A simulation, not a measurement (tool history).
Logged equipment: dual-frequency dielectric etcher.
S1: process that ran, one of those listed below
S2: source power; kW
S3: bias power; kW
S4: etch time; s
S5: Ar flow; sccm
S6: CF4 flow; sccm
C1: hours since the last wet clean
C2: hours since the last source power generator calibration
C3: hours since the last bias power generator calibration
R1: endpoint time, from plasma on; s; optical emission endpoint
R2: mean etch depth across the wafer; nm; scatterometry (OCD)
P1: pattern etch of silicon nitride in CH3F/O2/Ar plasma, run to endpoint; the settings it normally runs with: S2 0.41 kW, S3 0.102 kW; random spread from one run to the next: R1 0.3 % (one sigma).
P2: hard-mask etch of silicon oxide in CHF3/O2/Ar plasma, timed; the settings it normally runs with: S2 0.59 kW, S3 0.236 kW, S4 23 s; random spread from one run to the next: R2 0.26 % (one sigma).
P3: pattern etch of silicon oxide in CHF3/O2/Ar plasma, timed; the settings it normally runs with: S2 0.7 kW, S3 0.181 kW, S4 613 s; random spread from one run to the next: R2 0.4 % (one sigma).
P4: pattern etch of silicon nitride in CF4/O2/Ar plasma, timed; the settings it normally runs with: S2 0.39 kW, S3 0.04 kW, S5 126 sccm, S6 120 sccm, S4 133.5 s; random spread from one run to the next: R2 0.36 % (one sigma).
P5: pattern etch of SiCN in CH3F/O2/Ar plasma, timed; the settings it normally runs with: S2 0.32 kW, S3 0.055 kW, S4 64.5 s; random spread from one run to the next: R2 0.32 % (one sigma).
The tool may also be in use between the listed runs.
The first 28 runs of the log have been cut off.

| run | hour | S1 | S2 | S3 | S4 | S5 | S6 | C1 | C2 | C3 | R1 | R2 |
|---|---|---|---|---|---|---|---|---|---|---|---|---|
| 29 | 90.7 | P1 | 0.41 | 0.081 |  |  |  | 18.8 | 1109.2 | 650 | 71.701 |  |
| 30 | 93.8 | P3 | 0.7 | 0.181 | 916 |  |  | 21.9 | 1112.3 | 653.1 |  | 2002.8 |
| 31 | 95.8 | P4 | 0.39 | 0.04 | 133.5 | 126 | 120 | 23.9 | 1114.3 | 655.1 |  | 187.23 |
| 32 | 98.8 | P4 | 0.39 | 0.04 | 133.5 | 88 | 120 | 26.9 | 1117.3 | 658.1 |  | 195.51 |
| 33 | 103 | P1 | 0.41 | 0.102 |  |  |  | 31.1 | 1121.5 | 662.3 | 65.68 |  |
| 34 | 105.8 | P1 | 0.41 | 0.102 |  |  |  | 33.9 | 1124.3 | 665.1 | 66.355 |  |
| 35 | 109.7 | P1 | 0.41 | 0.102 |  |  |  | 37.8 | 1128.2 | 669 | 67.1 |  |
| 36 | 111.9 | P1 | 0.41 | 0.102 |  |  |  | 40 | 1130.4 | 671.2 | 66.372 |  |
| 37 | 116.1 | P1 | 0.41 | 0.102 |  |  |  | 44.2 | 1134.6 | 675.4 | 66.697 |  |
|  | 119.5 | wet clean of the chamber |
| 38 | 119.5 | P1 | 0.41 | 0.102 |  |  |  | 0.1 | 1138 | 678.8 | 67.218 |  |
| 39 | 122.9 | P1 | 0.41 | 0.102 |  |  |  | 3.5 | 1141.4 | 682.2 | 67.324 |  |
| 40 | 126.4 | P1 | 0.41 | 0.102 |  |  |  | 7 | 1144.9 | 685.7 | 67.053 |  |

Run 41 has not been measured yet. What should we expect?
| 41 | 129.8 | P1 | 0.41 | 0.102 |  |  |  | 10.4 | 1148.3 | 689.1 | ? |  |

R1: 67.057 s

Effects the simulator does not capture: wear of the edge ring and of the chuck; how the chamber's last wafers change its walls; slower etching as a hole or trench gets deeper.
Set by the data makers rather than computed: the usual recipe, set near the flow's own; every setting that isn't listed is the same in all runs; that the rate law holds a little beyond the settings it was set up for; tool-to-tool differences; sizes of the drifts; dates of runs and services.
